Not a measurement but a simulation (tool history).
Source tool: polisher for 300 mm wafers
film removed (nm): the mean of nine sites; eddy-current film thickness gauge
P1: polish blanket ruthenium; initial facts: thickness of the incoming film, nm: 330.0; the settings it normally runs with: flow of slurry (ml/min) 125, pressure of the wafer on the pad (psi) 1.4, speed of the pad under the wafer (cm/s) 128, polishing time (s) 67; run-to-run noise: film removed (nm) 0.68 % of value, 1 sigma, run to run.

run  hour  flow of slurry (ml/min)  pressure of the wafer on the pad (psi)  speed of the pad under the wafer (cm/s)  polishing time (s)  film removed (nm)
  1   3.5                      125                                     1.4                                      128                  67             66.328
  2   8.7                      125                                     1.4                                      128                  99             96.775
  3  12.9                      125                                     1.4                                      128                  67             66.552
  4  16.4                      125                                     1.4                                      128                  67             66.799
  5  21.4                       90                                     1.4                                      168                  67             81.055
     24.6  -- worn pad replaced by a new one
  6  25.7                      125                                     0.6                                      128                  67             28.501
  7  30.1                      125                                     1.4                                      128                  67             65.178
  8  33.9                      125                                     2.2                                      128                  67            103.770
  9  39.6                      125                                     1.4                                      128                  67             66.210
 10  46.8                       75                                     1.4                                      128                  67             58.388
 11  52.6                      125                                     1.4                                      166                  67             85.256
 12  56.0                      125                                     1.4                                       78                  67             40.664
 13  62.8                      125                                     1.4                                      128                  30             29.551
 14  67.2                      195                                     1.4                                      128                  67             71.288
 15  74.2                      125                                     1.4                                      128                  67             66.428
 16  77.6                      125                                     1.4                                      128                  67             65.763

Forecast run 17:
 17  81.9                      125                                     1.4                                      128                  67                  ?

{"run 17": {"film removed (nm)": 63.49}}

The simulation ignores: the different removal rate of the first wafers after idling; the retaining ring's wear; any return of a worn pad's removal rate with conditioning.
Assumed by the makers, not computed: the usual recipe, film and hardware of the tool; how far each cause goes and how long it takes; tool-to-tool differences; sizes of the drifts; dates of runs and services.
